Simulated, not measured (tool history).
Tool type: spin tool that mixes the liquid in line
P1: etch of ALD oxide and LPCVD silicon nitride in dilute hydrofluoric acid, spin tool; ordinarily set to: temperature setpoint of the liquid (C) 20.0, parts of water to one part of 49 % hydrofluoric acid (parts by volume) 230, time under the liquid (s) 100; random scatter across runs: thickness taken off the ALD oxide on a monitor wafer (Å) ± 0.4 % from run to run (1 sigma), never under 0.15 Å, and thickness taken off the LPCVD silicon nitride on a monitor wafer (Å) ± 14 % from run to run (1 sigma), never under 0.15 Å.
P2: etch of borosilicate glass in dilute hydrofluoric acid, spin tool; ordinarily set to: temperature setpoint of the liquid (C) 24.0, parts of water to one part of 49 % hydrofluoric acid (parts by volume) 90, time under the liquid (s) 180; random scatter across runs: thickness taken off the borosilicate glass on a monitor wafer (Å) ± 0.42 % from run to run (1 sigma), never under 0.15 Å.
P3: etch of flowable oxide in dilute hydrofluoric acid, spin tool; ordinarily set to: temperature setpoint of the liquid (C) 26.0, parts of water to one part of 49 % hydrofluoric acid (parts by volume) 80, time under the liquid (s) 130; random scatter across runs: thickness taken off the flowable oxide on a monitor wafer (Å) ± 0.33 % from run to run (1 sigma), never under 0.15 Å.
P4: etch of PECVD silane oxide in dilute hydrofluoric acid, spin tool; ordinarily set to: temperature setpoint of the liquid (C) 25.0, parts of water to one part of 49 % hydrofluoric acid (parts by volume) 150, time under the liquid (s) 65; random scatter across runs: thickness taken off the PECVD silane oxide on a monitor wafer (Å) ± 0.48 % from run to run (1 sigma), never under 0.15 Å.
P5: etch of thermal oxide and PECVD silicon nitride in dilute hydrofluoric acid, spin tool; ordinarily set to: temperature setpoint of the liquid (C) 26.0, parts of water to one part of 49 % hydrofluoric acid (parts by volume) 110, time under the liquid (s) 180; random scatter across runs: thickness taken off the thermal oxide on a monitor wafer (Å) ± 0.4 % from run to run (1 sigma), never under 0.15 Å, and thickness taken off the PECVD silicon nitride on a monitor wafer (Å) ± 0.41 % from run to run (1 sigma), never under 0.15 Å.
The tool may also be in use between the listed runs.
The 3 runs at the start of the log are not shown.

| run | hour | process that ran | temperature setpoint of the liquid (C) | parts of water to one part of 49 % hydrofluoric acid (parts by volume) | time under the liquid (s) | hours since the thermometer was replaced | hours since the hydrofluoric acid flow meter was replaced | thickness taken off the ALD oxide on a monitor wafer (Å) | thickness taken off the LPCVD silicon nitride on a monitor wafer (Å) | thickness taken off the borosilicate glass on a monitor wafer (Å) | thickness taken off the flowable oxide on a monitor wafer (Å) | thickness taken off the PECVD silane oxide on a monitor wafer (Å) | thickness taken off the thermal oxide on a monitor wafer (Å) | thickness taken off the PECVD silicon nitride on a monitor wafer (Å) |
|---|---|---|---|---|---|---|---|---|---|---|---|---|---|---|
|  | 32.4 | thermometer replaced |
| 4 | 41.5 | P1 | 17.0 | 230 | 100 | 9.1 | 1222.8 | 94.075 | 1.32380 |  |  |  |  |  |
| 5 | 48.9 | P3 | 26.0 | 80 | 130 | 16.5 | 1230.2 |  |  |  | 432.48 |  |  |  |
| 6 | 55.8 | P2 | 24.0 | 140 | 180 | 23.4 | 1237.1 |  |  | 313.54 |  |  |  |  |
| 7 | 63.6 | P1 | 17.0 | 230 | 35 | 31.2 | 1244.9 | 32.723 | 0.68188 |  |  |  |  |  |
| 8 | 77.3 | P4 | 25.0 | 150 | 65 | 44.9 | 1258.6 |  |  |  |  | 134.11 |  |  |
| 9 | 85.5 | P2 | 24.0 | 90 | 180 | 53.1 | 1266.8 |  |  | 523.11 |  |  |  |  |
| 10 | 91.6 | P5 | 26.0 | 110 | 180 | 59.2 | 1272.9 |  |  |  |  |  | 80.796 | 72.600 |
| 11 | 103.4 | P1 | 20.0 | 230 | 15 | 71.0 | 1284.7 | 15.878 | 0.17786 |  |  |  |  |  |
| 12 | 117.0 | P3 | 26.0 | 30 | 130 | 84.6 | 1298.3 |  |  |  | 1242.20 |  |  |  |
| 13 | 124.6 | P1 | 20.0 | 125 | 100 | 92.2 | 1305.9 | 216.730 | 3.68470 |  |  |  |  |  |
| 14 | 135.9 | P5 | 26.0 | 175 | 180 | 103.5 | 1317.2 |  |  |  |  |  | 46.774 | 46.169 |
| 15 | 142.5 | P3 | 33.0 | 80 | 130 | 110.1 | 1323.8 |  |  |  | 567.74 |  |  |  |
| 16 | 150.7 | P5 | 26.0 | 110 | 180 | 118.3 | 1332.0 |  |  |  |  |  | 81.226 | 72.728 |
| 17 | 162.2 | P1 | 20.0 | 230 | 100 | 129.8 | 1343.5 | 105.720 | 2.20560 |  |  |  |  |  |
| 18 | 173.6 | P4 | 31.0 | 150 | 65 | 141.2 | 1354.9 |  |  |  |  | 165.77 |  |  |
| 19 | 182.2 | P1 | 20.0 | 320 | 100 | 149.8 | 1363.5 | 70.149 | 1.46260 |  |  |  |  |  |
| 20 | 189.3 | P1 | 20.0 | 230 | 100 | 156.9 | 1370.6 | 105.350 | 2.04270 |  |  |  |  |  |
| 21 | 198.5 | P5 | 20.5 | 110 | 180 | 166.1 | 1379.8 |  |  |  |  |  | 65.183 | 50.273 |
| 22 | 206.4 | P4 | 25.0 | 35 | 65 | 174.0 | 1387.7 |  |  |  |  | 665.65 |  |  |

Run 23, settings as shown, results not yet in. Your forecast:
| 23 | 219.4 | P2 | 28.5 | 90 | 180 | 187.0 | 1400.7 |  |  | ? |  |  |  |  |

Run 23 produced thickness taken off the borosilicate glass on a monitor wafer (Å) 622.75.
